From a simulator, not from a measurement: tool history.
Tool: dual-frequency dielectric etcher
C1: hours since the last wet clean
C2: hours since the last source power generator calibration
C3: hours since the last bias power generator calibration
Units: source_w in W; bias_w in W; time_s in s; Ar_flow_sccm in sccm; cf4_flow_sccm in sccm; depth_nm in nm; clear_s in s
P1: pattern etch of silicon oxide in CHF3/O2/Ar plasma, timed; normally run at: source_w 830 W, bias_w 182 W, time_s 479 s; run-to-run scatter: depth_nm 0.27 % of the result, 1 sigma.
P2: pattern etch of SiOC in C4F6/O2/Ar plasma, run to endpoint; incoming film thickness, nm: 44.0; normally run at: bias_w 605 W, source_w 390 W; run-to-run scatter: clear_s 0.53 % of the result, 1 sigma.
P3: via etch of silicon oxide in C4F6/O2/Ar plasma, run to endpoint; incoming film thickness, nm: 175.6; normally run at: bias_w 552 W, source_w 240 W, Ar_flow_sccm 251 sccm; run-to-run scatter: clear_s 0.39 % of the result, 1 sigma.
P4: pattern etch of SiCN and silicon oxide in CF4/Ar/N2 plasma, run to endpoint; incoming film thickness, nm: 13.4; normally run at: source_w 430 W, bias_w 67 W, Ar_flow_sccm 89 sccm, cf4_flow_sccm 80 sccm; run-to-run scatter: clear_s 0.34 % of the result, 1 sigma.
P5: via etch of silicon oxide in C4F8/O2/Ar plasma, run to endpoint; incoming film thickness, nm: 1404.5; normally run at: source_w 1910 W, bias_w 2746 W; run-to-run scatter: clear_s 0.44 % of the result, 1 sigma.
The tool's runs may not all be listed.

Run 1, hour 7.6: process P1, source_w 830 W, bias_w 182 W, time_s 479 s; C1 59.5; C2 909; C3 2104.4. Result: depth_nm 1081.9 nm.
Run 2, hour 13.4: process P1, source_w 830 W, bias_w 182 W, time_s 479 s; C1 65.3; C2 914.8; C3 2110.2. Result: depth_nm 1084.8 nm.
Run 3, hour 19.5: process P2, source_w 390 W, bias_w 822 W; C1 71.4; C2 920.9; C3 2116.3. Result: clear_s 12.811 s.
Run 4, hour 26.6: process P3, source_w 240 W, bias_w 552 W, Ar_flow_sccm 354 sccm; C1 78.5; C2 928; C3 2123.4. Result: clear_s 46.691 s.
Run 5, hour 35.5: process P1, source_w 970 W, bias_w 118 W, time_s 479 s; C1 87.4; C2 936.9; C3 2132.3. Result: depth_nm 1010.2 nm.
Run 6, hour 40.1: process P3, source_w 240 W, bias_w 552 W, Ar_flow_sccm 251 sccm; C1 92; C2 941.5; C3 2136.9. Result: clear_s 44.998 s.
Run 7, hour 50.6: process P1, source_w 520 W, bias_w 182 W, time_s 479 s; C1 102.5; C2 952; C3 2147.4. Result: depth_nm 907.82 nm.
Run 8, hour 60.9: process P4, source_w 290 W, bias_w 67 W, Ar_flow_sccm 89 sccm, cf4_flow_sccm 80 sccm; C1 112.8; C2 962.3; C3 2157.7. Result: clear_s 21.866 s.
Run 9, hour 71: process P1, source_w 830 W, bias_w 182 W, time_s 680.5 s; C1 122.9; C2 972.4; C3 2167.8. Result: depth_nm 1534.8 nm.
Run 10, hour 79.4: process P5, source_w 1910 W, bias_w 1659 W; C1 131.3; C2 980.8; C3 2176.2. Result: clear_s 304.57 s.
Run 11, hour 88.3: process P1, source_w 830 W, bias_w 182 W, time_s 479 s; C1 140.2; C2 989.7; C3 2185.1. Result: depth_nm 1085 nm.
Run 12, hour 95.2: process P5, source_w 1910 W, bias_w 2746 W; C1 147.1; C2 996.6; C3 2192. Result: clear_s 263.58 s.
Run 13, hour 100.3: process P1, source_w 830 W, bias_w 182 W, time_s 479 s; C1 152.2; C2 1001.7; C3 2197.1. Result: depth_nm 1088.4 nm.
Run 14, hour 110.7: process P3, source_w 150 W, bias_w 552 W, Ar_flow_sccm 251 sccm; C1 162.6; C2 1012.1; C3 2207.5. Result: clear_s 53.399 s.
Run 15, hour 116.3: process P1, source_w 830 W, bias_w 182 W, time_s 370 s; C1 168.2; C2 1017.7; C3 2213.1. Result: depth_nm 837.3 nm.
Run 16, hour 123.2: process P4, source_w 430 W, bias_w 67 W, Ar_flow_sccm 55 sccm, cf4_flow_sccm 80 sccm; C1 175.1; C2 1024.6; C3 2220. Result: clear_s 14.495 s.
Run 17, hour 131.8: process P2, source_w 250 W, bias_w 605 W; C1 183.7; C2 1033.2; C3 2228.6. Result: clear_s 16.948 s.
Run 18, hour 138.7: process P1, source_w 830 W, bias_w 243 W, time_s 479 s; C1 190.6; C2 1040.1; C3 2235.5. Result: depth_nm 1194.7 nm.
Run 19, hour 144.7: process P4, source_w 430 W, bias_w 67 W, Ar_flow_sccm 89 sccm, cf4_flow_sccm 80 sccm; C1 196.6; C2 1046.1; C3 2241.5. Result: clear_s 15.42 s.
Run 20, hour 154.1: process P2, source_w 390 W, bias_w 605 W; C1 206; C2 1055.5; C3 2250.9. Result: clear_s 14.41 s.
Run 21, hour 164: process P1, source_w 830 W, bias_w 182 W, time_s 479 s; C1 215.9; C2 1065.4; C3 2260.8. Result: depth_nm 1084.8 nm.
Run 22, hour 169.3: process P1, source_w 830 W, bias_w 182 W, time_s 479 s; C1 221.2; C2 1070.7; C3 2266.1. Result: depth_nm 1086.2 nm.
Run 23, hour 175.4: process P1, source_w 1150 W, bias_w 182 W, time_s 479 s; C1 227.3; C2 1076.8; C3 2272.2. Result: depth_nm 1233 nm.
Run 24, hour 183.6: process P4, source_w 430 W, bias_w 45 W, Ar_flow_sccm 89 sccm, cf4_flow_sccm 80 sccm; C1 235.5; C2 1085; C3 2280.4. Result: clear_s 17.341 s.
Run 25, hour 189.4: process P1, source_w 830 W, bias_w 108 W, time_s 479 s; C1 241.3; C2 1090.8; C3 2286.2. Result: depth_nm 922.53 nm.
Run 26, hour 197.8: process P3, source_w 240 W, bias_w 731 W, Ar_flow_sccm 251 sccm; C1 249.7; C2 1099.2; C3 2294.6. Result: clear_s 40.516 s.
Run 27, hour 204.1: process P5, source_w 2620 W, bias_w 2746 W; C1 256; C2 1105.5; C3 2300.9. Result: clear_s 233.63 s.
Run 28, hour 209: process P4, source_w 430 W, bias_w 67 W, Ar_flow_sccm 89 sccm, cf4_flow_sccm 50 sccm; C1 260.9; C2 1110.4; C3 2305.8. Result: clear_s 16.495 s.
Run 29, hour 217.2: process P1, source_w 830 W, bias_w 182 W, time_s 479 s; C1 269.1; C2 1118.6; C3 2314. Result: depth_nm 1089.2 nm.
Run 30, hour 222.8: process P1, source_w 830 W, bias_w 182 W, time_s 479 s; C1 274.7; C2 1124.2; C3 2319.6. Result: depth_nm 1083.1 nm.
Run 31, hour 227.5: process P1, source_w 830 W, bias_w 182 W, time_s 479 s; C1 279.4; C2 1128.9; C3 2324.3. Result: depth_nm 1087.5 nm.
Run 32, hour 235: process P1, source_w 830 W, bias_w 182 W, time_s 479 s; C1 286.9; C2 1136.4; C3 2331.8. Result: depth_nm 1090 nm.
Run 33, hour 243.2: process P1, source_w 830 W, bias_w 182 W, time_s 479 s; C1 295.1; C2 1144.6; C3 2340. Result: depth_nm 1096.9 nm.
Run 34, hour 252.1: process P1, source_w 830 W, bias_w 182 W, time_s 479 s; C1 304; C2 1153.5; C3 2348.9. Result: depth_nm 1097.6 nm.
Run 35, hour 260.8: process P1, source_w 830 W, bias_w 182 W, time_s 479 s; C1 312.7; C2 1162.2; C3 2357.6. Result: depth_nm 1101 nm.
Run 36, hour 267.7: process P1, source_w 830 W, bias_w 182 W, time_s 479 s; C1 319.6; C2 1169.1; C3 2364.5. Result: depth_nm 1100.7 nm.
At hour 276.7: wet clean of the chamber.
Run 37, hour 277.4: process P1, source_w 830 W, bias_w 182 W, time_s 479 s; C1 0.7; C2 1178.8; C3 2374.2. Result: depth_nm 1098.9 nm.
Run 38, hour 284.2: process P1, source_w 830 W, bias_w 182 W, time_s 479 s; C1 7.5; C2 1185.6; C3 2381. Result: depth_nm 1098.3 nm.
Run 39, hour 293.8: process P1, source_w 830 W, bias_w 182 W, time_s 479 s; C1 17.1; C2 1195.2; C3 2390.6. Result: depth_nm 1102.8 nm.
Run 40, hour 303.5: process P1, source_w 830 W, bias_w 182 W, time_s 479 s; C1 26.8; C2 1204.9; C3 2400.3. Result: depth_nm 1098 nm.

What P1 gives has crept away from where it was. These 2 causes fit the log equally well, each at the size given:
A: bias power that arrives over what is set, % = 4.2
B: source power that arrives over what is set, % = 3.6
The creep began at about hour 222.8.
Why every other cause is out:
chamber walls in a state that raises the etch rate, %: serviced at hour 276.7, which brought nothing back

4 check runs are offered, each on 2 wafers whose results are averaged, their results left as question marks. Which one tells the causes apart?
Run check 1, hour 313.2: process P2, source_w 270 W, bias_w 605 W. Result: clear_s ?.
Run check 2, hour 313.2: process P5, source_w 2340 W, bias_w 1752 W. Result: clear_s ?.
Run check 3, hour 313.2: process P4, source_w 430 W, bias_w 52 W, Ar_flow_sccm 55 sccm, cf4_flow_sccm 80 sccm. Result: clear_s ?.
Run check 4, hour 313.2: process P3, source_w 240 W, bias_w 645 W, Ar_flow_sccm 324 sccm. Result: clear_s ?.

What each check would give under each cause:
  check   result    if A    if B
check 1  clear_s   16.28  16.333
check 2  clear_s  273.44  272.63
check 3  clear_s  15.371  15.064
check 4  clear_s  42.916  43.066
How far apart the two closest causes lie, in the result that separates them most: check 1 0.32 %; check 2 0.3 %; check 3 2.02 %; check 4 0.35 %
Check 3 tells the causes apart: in the others they would give nearly the same result.

Then check 3 was run and gave: clear_s 15.039 s. Which cause is it?

It is B: source power that arrives over what is set, %.
